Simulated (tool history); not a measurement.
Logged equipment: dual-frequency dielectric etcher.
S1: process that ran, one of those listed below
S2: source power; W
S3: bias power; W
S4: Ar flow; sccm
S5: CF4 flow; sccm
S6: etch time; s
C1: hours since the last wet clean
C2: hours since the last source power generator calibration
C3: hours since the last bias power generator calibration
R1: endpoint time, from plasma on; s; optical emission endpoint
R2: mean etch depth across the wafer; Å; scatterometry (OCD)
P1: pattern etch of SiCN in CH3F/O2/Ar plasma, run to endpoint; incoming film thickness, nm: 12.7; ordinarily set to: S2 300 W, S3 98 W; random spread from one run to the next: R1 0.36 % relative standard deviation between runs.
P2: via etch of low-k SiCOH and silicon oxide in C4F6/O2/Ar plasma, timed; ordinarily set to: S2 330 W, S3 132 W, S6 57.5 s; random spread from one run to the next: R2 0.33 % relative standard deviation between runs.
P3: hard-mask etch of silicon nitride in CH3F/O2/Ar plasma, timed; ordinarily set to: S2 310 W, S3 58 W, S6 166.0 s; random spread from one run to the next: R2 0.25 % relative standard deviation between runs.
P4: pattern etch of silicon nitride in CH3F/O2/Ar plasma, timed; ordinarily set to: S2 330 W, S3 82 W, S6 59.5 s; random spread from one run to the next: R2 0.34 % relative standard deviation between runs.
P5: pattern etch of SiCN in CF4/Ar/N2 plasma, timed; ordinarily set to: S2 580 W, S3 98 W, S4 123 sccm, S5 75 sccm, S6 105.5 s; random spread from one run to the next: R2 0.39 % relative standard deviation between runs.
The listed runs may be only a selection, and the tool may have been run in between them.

run	hour	S1	S2	S3	S4	S5	S6	C1	C2	C3	R1	R2
1	4.0	P1	300	98				286.2	1473.1	1973.9	33.958	
2	8.3	P5	580	98	123	75	105.5	290.5	1477.4	1978.2		1210.00
3	12.2	P1	400	72				294.4	1481.3	1982.1	34.094	
4	15.6	P2	330	132			82.0	297.8	1484.7	1985.5		1782.90
5	21.0	P4	330	82			59.5	303.2	1490.1	1990.9		397.03
6	25.5	P1	300	98				307.7	1494.6	1995.4	33.406	
7	29.7	P3	310	58			248.5	311.9	1498.8	1999.6		1458.40
8	34.5	P1	300	59				316.7	1503.6	2004.4	40.508	
9	39.1	P1	370	117				321.3	1508.2	2009.0	29.182	
10	45.5	P5	580	98	150	75	105.5	327.7	1514.6	2015.4		1173.80
11	51.7	P1	410	98				333.9	1520.8	2021.6	30.086	
12	55.7	P2	330	179			57.5	337.9	1524.8	2025.6		1367.40
13	61.2	P1	300	98				343.4	1530.3	2031.1	33.758	
14	66.0	P2	210	132			57.5	348.2	1535.1	2035.9		1052.10
15	69.7	P1	300	98				351.9	1538.8	2039.6	33.677	
16	74.2	P1	300	98				356.4	1543.3	2044.1	33.656	
17	77.3	P5	760	98	123	75	105.5	359.5	1546.4	2047.2		1537.80
18	80.9	P1	300	128				363.1	1550.0	2050.8	30.430	
19	85.1	P3	210	58			166.0	367.3	1554.2	2055.0		838.58
20	88.1	P5	580	98	123	75	105.5	370.3	1557.2	2058.0		1221.80
21	92.8	P3	310	58			166.0	375.0	1561.9	2062.7		980.62
22	96.3	P5	580	98	123	104	105.5	378.5	1565.4	2066.2		1282.80
23	102.2	P4	330	82			39.0	384.4	1571.3	2072.1		260.77
24	106.9	P4	330	49			59.5	389.1	1576.0	2076.8		334.72
25	112.4	P4	220	82			59.5	394.6	1581.5	2082.3		340.27
26	118.2	P2	330	132			57.5	400.4	1587.3	2088.1		1255.80
27	121.5	P1	360	123				403.7	1590.6	2091.4	28.781	
28	127.0	P3	310	81			166.0	409.2	1596.1	2096.9		1098.00
29	130.9	P5	580	59	123	75	105.5	413.1	1600.0	2100.8		1027.80
30	135.0	P1	300	98				417.2	1604.1	2104.9	33.630	
31	139.3	P1	190	98				421.5	1608.4	2109.2	39.819	
32	145.2	P5	580	98	123	75	130.5	427.4	1614.3	2115.1		1501.20
33	150.2	P1	300	98				432.4	1619.3	2120.1	33.444	
34	153.8	P1	300	98				436.0	1622.9	2123.7	34.046	
35	157.8	P1	300	98				440.0	1626.9	2127.7	34.056	
36	162.6	P1	300	98				444.8	1631.7	2132.5	34.156	
37	166.2	P1	300	98				448.4	1635.3	2136.1	34.268	
38	172.3	P1	300	98				454.5	1641.4	2142.2	34.278	
39	178.4	P1	300	98				460.6	1647.5	2148.3	34.365	
# hour 179.4: wet clean of the chamber
40	181.5	P1	300	98				2.2	1650.6	2151.4	34.441	
41	186.7	P1	300	98				7.4	1655.8	2156.6	34.078	
42	192.6	P1	300	98				13.3	1661.7	2162.5	34.401	

Compared with where it was, what P1 gives has crept away. Each cause listed below fits the log as well as the rest, at the size given for it:
A: bias power that arrives under what is set, % = 4.68
B: source power that arrives under what is set, % = 4.86
Creep in the process output first set in at about hour 150.2.
Other possible causes, and why each is ruled out:
chamber walls in a state that lowers the etch rate, %: its service at hour 179.4 followed the start of the drift and did not put the process back to its old value

Of the 4 check runs below, each run on 2 wafers with the results averaged and each result still a question mark, which one would tell the listed causes apart?
check 1	198.5	P5	580	76	123	75	105.5					?
check 2	198.5	P2	230	153			57.5					?
check 3	198.5	P4	220	50			59.5					?
check 4	198.5	P3	310	80			221.0					?

If the cause were each of the candidates in turn, the checks would give the following:
check	result	if A	if B
check 1	R2	1094.30	1065.30
check 2	R2	1118.70	1114.00
check 3	R2	283.54	282.59
check 4	R2	1430.90	1428.70
Gap, in per cent, between the two causes that each check separates least, read from the result that separates them most: check 1 2.69 %; check 2 0.42 %; check 3 0.33 %; check 4 0.16 %
Of the check runs offered, only check 1 discriminates between the causes; the rest would read about the same regardless of which cause applies.

Here is what check 1 returned: R2 1091.80 Å. Which cause is it?

It was cause A: bias power that arrives under what is set, %.
